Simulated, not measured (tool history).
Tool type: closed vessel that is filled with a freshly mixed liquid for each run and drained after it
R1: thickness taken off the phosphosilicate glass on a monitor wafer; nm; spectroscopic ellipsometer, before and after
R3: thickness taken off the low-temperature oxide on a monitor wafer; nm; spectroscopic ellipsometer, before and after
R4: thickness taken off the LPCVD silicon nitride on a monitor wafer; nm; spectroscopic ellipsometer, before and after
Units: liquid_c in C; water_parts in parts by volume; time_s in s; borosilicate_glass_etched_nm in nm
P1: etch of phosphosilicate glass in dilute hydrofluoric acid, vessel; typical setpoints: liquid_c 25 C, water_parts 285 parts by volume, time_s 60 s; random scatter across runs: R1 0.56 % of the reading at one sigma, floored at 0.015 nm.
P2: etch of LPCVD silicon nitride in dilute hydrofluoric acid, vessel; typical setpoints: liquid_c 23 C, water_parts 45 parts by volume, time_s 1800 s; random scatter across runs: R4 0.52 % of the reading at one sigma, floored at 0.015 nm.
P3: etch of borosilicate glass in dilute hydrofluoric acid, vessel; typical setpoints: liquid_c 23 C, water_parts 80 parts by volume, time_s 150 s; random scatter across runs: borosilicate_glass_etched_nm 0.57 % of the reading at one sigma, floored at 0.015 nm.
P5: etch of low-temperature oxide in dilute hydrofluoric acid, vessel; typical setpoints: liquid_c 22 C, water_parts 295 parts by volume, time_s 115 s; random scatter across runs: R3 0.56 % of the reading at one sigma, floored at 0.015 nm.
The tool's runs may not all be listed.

{"run": 1, "day": 0.383, "process": "P1", "liquid_c": 25, "water_parts": 285, "time_s": 60, "R1": 20.142}
{"run": 2, "day": 0.717, "process": "P1", "liquid_c": 25, "water_parts": 285, "time_s": 85, "R1": 28.827}
{"run": 3, "day": 1.071, "process": "P1", "liquid_c": 25, "water_parts": 285, "time_s": 60, "R1": 20.195}
{"run": 4, "day": 1.579, "process": "P3", "liquid_c": 23, "water_parts": 135, "time_s": 150, "borosilicate_glass_etched_nm": 23.818}
{"run": 5, "day": 2.096, "process": "P3", "liquid_c": 23, "water_parts": 80, "time_s": 150, "borosilicate_glass_etched_nm": 42.947}
{"run": 6, "day": 2.562, "process": "P1", "liquid_c": 25, "water_parts": 435, "time_s": 100, "R1": 19.054}
{"run": 7, "day": 3.012, "process": "P5", "liquid_c": 22, "water_parts": 465, "time_s": 115, "R3": 3.0458}
{"run": 8, "day": 3.383, "process": "P1", "liquid_c": 25, "water_parts": 285, "time_s": 60, "R1": 20.162}
{"run": 9, "day": 3.867, "process": "P1", "liquid_c": 25, "water_parts": 400, "time_s": 60, "R1": 12.887}
{"run": 10, "day": 4.329, "process": "P1", "liquid_c": 29.5, "water_parts": 285, "time_s": 30, "R1": 11.769}
{"run": 11, "day": 4.708, "process": "P1", "liquid_c": 25, "water_parts": 80, "time_s": 60, "R1": 90.52}
{"run": 12, "day": 4.975, "process": "P5", "liquid_c": 17, "water_parts": 295, "time_s": 115, "R3": 4.6079}
{"run": 13, "day": 5.238, "process": "P5", "liquid_c": 22, "water_parts": 295, "time_s": 230, "R3": 11.209}
{"run": 14, "day": 5.529, "process": "P2", "liquid_c": 23, "water_parts": 45, "time_s": 55, "R4": 0.54087}
{"run": 15, "day": 6.088, "process": "P2", "liquid_c": 28.5, "water_parts": 45, "time_s": 1800, "R4": 26.544}
{"run": 16, "day": 6.658, "process": "P1", "liquid_c": 25, "water_parts": 285, "time_s": 30, "R1": 10.02}
{"run": 17, "day": 7.167, "process": "P2", "liquid_c": 23, "water_parts": 80, "time_s": 1800, "R4": 10.506}
{"run": 18, "day": 7.612, "process": "P1", "liquid_c": 25, "water_parts": 285, "time_s": 60, "R1": 20.192}
{"run": 19, "day": 8.038, "process": "P3", "liquid_c": 19.5, "water_parts": 80, "time_s": 150, "borosilicate_glass_etched_nm": 37.118}
{"run": 20, "day": 8.446, "process": "P1", "liquid_c": 25, "water_parts": 285, "time_s": 60, "R1": 20.117}
{"run": 21, "day": 8.967, "process": "P1", "liquid_c": 19.5, "water_parts": 285, "time_s": 60, "R1": 16.553}

Run 22 has not been measured yet. What should we expect?
{"run": 22, "day": 9.338, "process": "P2", "liquid_c": 23, "water_parts": 45, "time_s": 1800, "R4": "?"}

R4: 18.373 nm
